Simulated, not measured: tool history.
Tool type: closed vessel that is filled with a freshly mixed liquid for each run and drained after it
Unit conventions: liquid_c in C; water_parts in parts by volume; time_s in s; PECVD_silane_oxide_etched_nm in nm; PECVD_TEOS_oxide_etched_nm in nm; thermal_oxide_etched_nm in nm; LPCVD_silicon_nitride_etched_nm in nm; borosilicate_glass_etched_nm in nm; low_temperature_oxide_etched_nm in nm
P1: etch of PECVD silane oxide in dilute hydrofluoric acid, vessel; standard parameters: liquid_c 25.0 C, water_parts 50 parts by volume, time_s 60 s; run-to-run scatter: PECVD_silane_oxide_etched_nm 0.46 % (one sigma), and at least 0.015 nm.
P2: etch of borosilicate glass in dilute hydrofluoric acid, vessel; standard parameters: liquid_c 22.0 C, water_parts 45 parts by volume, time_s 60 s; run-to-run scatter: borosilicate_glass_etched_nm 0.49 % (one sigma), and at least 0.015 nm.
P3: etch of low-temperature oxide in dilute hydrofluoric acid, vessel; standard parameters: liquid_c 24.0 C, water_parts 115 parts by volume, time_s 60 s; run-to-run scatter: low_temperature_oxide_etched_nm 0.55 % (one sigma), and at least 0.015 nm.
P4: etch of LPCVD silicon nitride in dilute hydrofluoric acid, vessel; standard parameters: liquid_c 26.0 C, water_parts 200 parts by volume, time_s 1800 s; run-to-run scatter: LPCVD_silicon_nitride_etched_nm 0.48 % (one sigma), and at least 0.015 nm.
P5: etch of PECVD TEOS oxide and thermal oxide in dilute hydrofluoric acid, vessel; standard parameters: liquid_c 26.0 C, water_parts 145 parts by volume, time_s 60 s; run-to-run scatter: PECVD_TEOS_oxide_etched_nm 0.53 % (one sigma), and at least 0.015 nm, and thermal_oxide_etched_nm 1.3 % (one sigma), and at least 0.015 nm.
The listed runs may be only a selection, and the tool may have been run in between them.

run   hour  process  liquid_c  water_parts  time_s  hours since the thermometer was replaced  hours since the hydrofluoric acid flow meter was replaced  PECVD_silane_oxide_etched_nm  PECVD_TEOS_oxide_etched_nm  thermal_oxide_etched_nm  LPCVD_silicon_nitride_etched_nm  borosilicate_glass_etched_nm  low_temperature_oxide_etched_nm
  1    5.1       P1      25.0           50      60                                     327.9                                                      427.9                        49.663
  2    9.8       P5      18.5          145      60                                     332.6                                                      432.6                                                    7.1188                   1.4356
  3   18.1       P1      25.0           50      60                                     340.9                                                      440.9                        49.717
  4   26.0       P1      21.0           50      30                                     348.8                                                      448.8                        20.801
  5   30.8       P1      25.0           50      60                                     353.6                                                      453.6                        49.211
  6   36.2       P5      26.0          145     105                                     359.0                                                      459.0                                                   16.7120                   3.5094
  7   42.1       P4      26.0          200    3490                                     364.9                                                      464.9                                                                                                              8.8786
  8   46.4       P2      22.0           45      60                                     369.2                                                      469.2                                                                                                                                            28.953
  9   54.2       P3      24.0           40      60                                     377.0                                                      477.0                                                                                                                                                                             40.520
 10   60.4       P3      24.0          115     100                                     383.2                                                      483.2                                                                                                                                                                             21.470
 11   67.4       P3      24.0          115      60                                     390.2                                                      490.2                                                                                                                                                                             12.954
 12   75.4       P1      25.0           25      60                                     398.2                                                      498.2                       103.270
 13   80.1       P1      30.0           50      60                                     402.9                                                      502.9                        60.073
 14   84.6       P3      17.0          115      60                                     407.4                                                      507.4                                                                                                                                                                              9.631
 15   90.7       P1      25.0           50      60                                     413.5                                                      513.5                        49.309
 16   98.4       P1      19.0           50      60                                     421.2                                                      521.2                        38.495
 17  103.3       P1      25.0           50      30                                     426.1                                                      526.1                        24.957
 18  111.7       P1      25.0           50     115                                     434.5                                                      534.5                        94.866
 19  117.7       P3      24.0          115      60                                     440.5                                                      540.5                                                                                                                                                                             12.873
 20  125.6       P1      25.0           80      90                                     448.4                                                      548.4                        44.656
 21  133.1       P2      22.0           45      30                                     455.9                                                      555.9                                                                                                                                            14.406
 22  140.3       P2      17.5           45      60                                     463.1                                                      563.1                                                                                                                                            24.016
 23  145.4       P4      26.0          200    1800                                     468.2                                                      568.2                                                                                                              4.5529
 24  154.2       P5      26.0           65      60                                     477.0                                                      577.0                                                   23.5520                   4.9056
 25  158.0       P2      22.0           80      60                                     480.8                                                      580.8                                                                                                                                            15.609
 26  162.8       P1      25.0           90      60                                     485.6                                                      585.6                        25.931

The next listed run, before its measurement:
 27  168.6       P4      34.0          200    1800                                     491.4                                                      591.4                                                                                                                   ?

{"run 27": {"LPCVD_silicon_nitride_etched_nm": 7.5024}}

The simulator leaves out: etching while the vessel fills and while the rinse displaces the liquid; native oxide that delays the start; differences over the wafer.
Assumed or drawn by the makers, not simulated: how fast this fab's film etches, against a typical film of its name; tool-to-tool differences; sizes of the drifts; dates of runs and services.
